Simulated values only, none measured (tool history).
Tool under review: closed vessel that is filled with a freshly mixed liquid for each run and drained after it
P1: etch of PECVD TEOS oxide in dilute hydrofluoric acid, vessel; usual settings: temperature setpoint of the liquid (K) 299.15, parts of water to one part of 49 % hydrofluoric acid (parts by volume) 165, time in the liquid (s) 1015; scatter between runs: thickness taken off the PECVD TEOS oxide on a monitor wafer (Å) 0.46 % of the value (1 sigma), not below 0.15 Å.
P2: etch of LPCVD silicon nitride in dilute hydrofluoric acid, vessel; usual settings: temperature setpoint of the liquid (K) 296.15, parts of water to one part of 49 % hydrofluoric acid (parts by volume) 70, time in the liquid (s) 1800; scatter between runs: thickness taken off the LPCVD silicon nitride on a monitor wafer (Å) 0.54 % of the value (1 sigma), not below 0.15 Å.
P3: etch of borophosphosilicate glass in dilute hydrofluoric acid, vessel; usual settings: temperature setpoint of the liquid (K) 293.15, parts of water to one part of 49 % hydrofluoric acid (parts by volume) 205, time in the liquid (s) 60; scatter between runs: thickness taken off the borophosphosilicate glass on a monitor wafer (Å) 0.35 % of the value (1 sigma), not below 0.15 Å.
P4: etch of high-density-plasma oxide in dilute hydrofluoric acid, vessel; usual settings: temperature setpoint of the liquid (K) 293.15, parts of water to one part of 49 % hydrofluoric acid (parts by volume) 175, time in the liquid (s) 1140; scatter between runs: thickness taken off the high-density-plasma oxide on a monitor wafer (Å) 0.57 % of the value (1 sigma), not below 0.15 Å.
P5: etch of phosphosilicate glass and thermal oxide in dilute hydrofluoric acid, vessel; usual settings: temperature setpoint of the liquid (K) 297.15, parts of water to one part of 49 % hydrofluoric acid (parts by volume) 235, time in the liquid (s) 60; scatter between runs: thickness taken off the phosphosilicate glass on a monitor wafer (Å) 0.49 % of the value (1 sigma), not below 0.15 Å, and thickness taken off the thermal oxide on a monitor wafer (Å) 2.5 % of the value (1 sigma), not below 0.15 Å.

| run | hour | process that ran | temperature setpoint of the liquid (K) | parts of water to one part of 49 % hydrofluoric acid (parts by volume) | time in the liquid (s) | thickness taken off the PECVD TEOS oxide on a monitor wafer (Å) | thickness taken off the LPCVD silicon nitride on a monitor wafer (Å) | thickness taken off the high-density-plasma oxide on a monitor wafer (Å) | thickness taken off the phosphosilicate glass on a monitor wafer (Å) | thickness taken off the thermal oxide on a monitor wafer (Å) | thickness taken off the borophosphosilicate glass on a monitor wafer (Å) |
|---|---|---|---|---|---|---|---|---|---|---|---|
| 1 | 11.7 | P1 | 299.15 | 165 | 1015 | 531.000 |  |  |  |  |  |
| 2 | 23.5 | P2 | 296.15 | 70 | 2905 |  | 208.640 |  |  |  |  |
| 3 | 37.4 | P2 | 296.15 | 70 | 1800 |  | 129.900 |  |  |  |  |
| 4 | 51.1 | P1 | 299.15 | 165 | 1015 | 528.520 |  |  |  |  |  |
| 5 | 61.6 | P1 | 299.15 | 165 | 245 | 128.350 |  |  |  |  |  |
| 6 | 72.9 | P4 | 293.15 | 175 | 1140 |  |  | 493.78 |  |  |  |
| 7 | 82.7 | P5 | 303.65 | 235 | 60 |  |  |  | 472.98 | 11.826 |  |
| 8 | 98.2 | P1 | 299.15 | 165 | 1015 | 529.320 |  |  |  |  |  |
| 9 | 108.1 | P4 | 293.15 | 175 | 1140 |  |  | 492.94 |  |  |  |
|  | 114.8 | hydrofluoric acid flow meter replaced |
| 10 | 116.1 | P1 | 299.15 | 165 | 1665 | 870.500 |  |  |  |  |  |
| 11 | 127.2 | P1 | 290.65 | 165 | 1015 | 382.130 |  |  |  |  |  |
| 12 | 142.4 | P3 | 293.15 | 205 | 100 |  |  |  |  |  | 149.340 |
| 13 | 156.3 | P1 | 299.15 | 165 | 1015 | 528.820 |  |  |  |  |  |
| 14 | 164.5 | P5 | 297.15 | 85 | 60 |  |  |  | 1239.40 | 32.792 |  |
| 15 | 179.0 | P3 | 293.15 | 205 | 60 |  |  |  |  |  | 90.066 |
| 16 | 192.2 | P5 | 297.15 | 235 | 115 |  |  |  | 719.94 | 19.772 |  |
| 17 | 199.9 | P1 | 299.15 | 165 | 1015 | 529.580 |  |  |  |  |  |
| 18 | 216.5 | P3 | 298.65 | 205 | 60 |  |  |  |  |  | 110.470 |
| 19 | 233.5 | P1 | 299.15 | 255 | 1015 | 311.060 |  |  |  |  |  |
| 20 | 249.8 | P1 | 303.65 | 165 | 80 | 49.438 |  |  |  |  |  |
| 21 | 264.7 | P4 | 293.15 | 320 | 1140 |  |  | 236.98 |  |  |  |
| 22 | 278.9 | P1 | 307.15 | 165 | 1015 | 703.960 |  |  |  |  |  |

Run 23 has not been measured yet. What should we expect?
| 23 | 286.8 | P2 | 291.15 | 70 | 1800 |  | ? |  |  |  |  |

thickness taken off the LPCVD silicon nitride on a monitor wafer (Å): 92.334
